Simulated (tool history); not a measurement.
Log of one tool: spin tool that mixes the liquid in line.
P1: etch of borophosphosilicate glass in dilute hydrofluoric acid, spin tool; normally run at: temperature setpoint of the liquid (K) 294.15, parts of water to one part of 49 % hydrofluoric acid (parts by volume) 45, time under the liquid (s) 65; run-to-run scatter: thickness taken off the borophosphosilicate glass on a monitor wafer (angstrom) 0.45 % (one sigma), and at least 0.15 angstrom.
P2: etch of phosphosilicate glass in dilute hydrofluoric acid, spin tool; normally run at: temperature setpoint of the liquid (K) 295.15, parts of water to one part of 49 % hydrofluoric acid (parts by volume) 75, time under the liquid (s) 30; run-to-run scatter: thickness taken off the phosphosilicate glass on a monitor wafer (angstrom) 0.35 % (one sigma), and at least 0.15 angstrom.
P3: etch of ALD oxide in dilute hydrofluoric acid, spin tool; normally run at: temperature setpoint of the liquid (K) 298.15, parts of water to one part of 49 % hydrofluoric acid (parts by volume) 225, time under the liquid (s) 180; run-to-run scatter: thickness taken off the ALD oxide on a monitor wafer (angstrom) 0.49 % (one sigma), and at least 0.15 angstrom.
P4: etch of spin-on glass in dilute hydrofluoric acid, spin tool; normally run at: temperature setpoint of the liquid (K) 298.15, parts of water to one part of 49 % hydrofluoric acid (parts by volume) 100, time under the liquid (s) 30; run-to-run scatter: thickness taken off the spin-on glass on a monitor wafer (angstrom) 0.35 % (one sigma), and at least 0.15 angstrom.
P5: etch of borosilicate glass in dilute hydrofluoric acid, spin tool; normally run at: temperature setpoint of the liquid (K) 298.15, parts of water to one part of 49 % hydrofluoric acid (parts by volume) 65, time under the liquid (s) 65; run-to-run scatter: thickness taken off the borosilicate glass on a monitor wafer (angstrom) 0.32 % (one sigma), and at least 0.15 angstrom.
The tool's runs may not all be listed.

| run | hour | process that ran | temperature setpoint of the liquid (K) | parts of water to one part of 49 % hydrofluoric acid (parts by volume) | time under the liquid (s) | thickness taken off the borophosphosilicate glass on a monitor wafer (angstrom) | thickness taken off the spin-on glass on a monitor wafer (angstrom) | thickness taken off the borosilicate glass on a monitor wafer (angstrom) | thickness taken off the ALD oxide on a monitor wafer (angstrom) | thickness taken off the phosphosilicate glass on a monitor wafer (angstrom) |
|---|---|---|---|---|---|---|---|---|---|---|
| 1 | 3.9 | P1 | 294.15 | 45 | 65 | 349.56 |  |  |  |  |
| 2 | 9.9 | P4 | 298.15 | 100 | 15 |  | 106.77 |  |  |  |
| 3 | 15.3 | P1 | 294.15 | 45 | 65 | 352.32 |  |  |  |  |
| 4 | 20.2 | P5 | 298.15 | 65 | 15 |  |  | 93.001 |  |  |
| 5 | 26.2 | P5 | 298.15 | 65 | 65 |  |  | 404.76 |  |  |
| 6 | 29.1 | P3 | 305.15 | 225 | 180 |  |  |  | 299.93 |  |
| 7 | 33.1 | P4 | 298.15 | 25 | 30 |  | 948.93 |  |  |  |
| 8 | 36.7 | P4 | 293.65 | 100 | 30 |  | 178.45 |  |  |  |
| 9 | 40.9 | P2 | 295.15 | 75 | 65 |  |  |  |  | 1102 |
| 10 | 43.9 | P1 | 294.15 | 70 | 120 | 400.88 |  |  |  |  |
| 11 | 46.7 | P5 | 298.15 | 20 | 65 |  |  | 1405.8 |  |  |
| 12 | 49.7 | P3 | 298.15 | 340 | 180 |  |  |  | 139.71 |  |
| 13 | 55.1 | P1 | 302.15 | 45 | 65 | 482.67 |  |  |  |  |
| 14 | 59.6 | P5 | 298.15 | 65 | 65 |  |  | 407.21 |  |  |
| 15 | 65.2 | P2 | 290.65 | 75 | 30 |  |  |  |  | 423.24 |
| 16 | 70.4 | P1 | 290.15 | 45 | 65 | 292.46 |  |  |  |  |
| 17 | 76.1 | P3 | 298.15 | 225 | 290 |  |  |  | 379.61 |  |
| 18 | 79.7 | P1 | 294.15 | 70 | 65 | 216.89 |  |  |  |  |
| 19 | 85.8 | P1 | 294.15 | 45 | 100 | 536.94 |  |  |  |  |
| 20 | 91.5 | P1 | 294.15 | 45 | 65 | 348.29 |  |  |  |  |
| 21 | 97.3 | P1 | 294.15 | 45 | 15 | 80.248 |  |  |  |  |
| 22 | 101.1 | P2 | 295.15 | 75 | 30 |  |  |  |  | 510.98 |
| 23 | 105 | P5 | 291.65 | 65 | 65 |  |  | 308.87 |  |  |
| 24 | 108 | P3 | 298.15 | 225 | 180 |  |  |  | 234.73 |  |
| 25 | 111.6 | P1 | 290.15 | 45 | 100 | 445.92 |  |  |  |  |
| 26 | 117.8 | P4 | 298.15 | 100 | 30 |  | 213.66 |  |  |  |
| 27 | 123.3 | P1 | 294.15 | 20 | 65 | 812.74 |  |  |  |  |
| 28 | 128 | P2 | 295.15 | 20 | 30 |  |  |  |  | 2053.4 |
| 29 | 132 | P1 | 294.15 | 45 | 65 | 350.6 |  |  |  |  |
| 30 | 135.9 | P1 | 294.15 | 45 | 65 | 346.61 |  |  |  |  |
| 31 | 140.8 | P1 | 294.15 | 45 | 65 | 364.64 |  |  |  |  |
| 32 | 146 | P1 | 294.15 | 45 | 65 | 372.31 |  |  |  |  |
| 33 | 151.3 | P1 | 294.15 | 45 | 65 | 377.68 |  |  |  |  |
| 34 | 156.5 | P1 | 294.15 | 45 | 65 | 379.53 |  |  |  |  |
| 35 | 162.2 | P1 | 294.15 | 45 | 65 | 379.83 |  |  |  |  |

The next listed run, before its measurement:
| 36 | 166.9 | P1 | 294.15 | 45 | 65 | ? |  |  |  |  |

{"run 36": {"thickness taken off the borophosphosilicate glass on a monitor wafer (angstrom)": 379.73}}
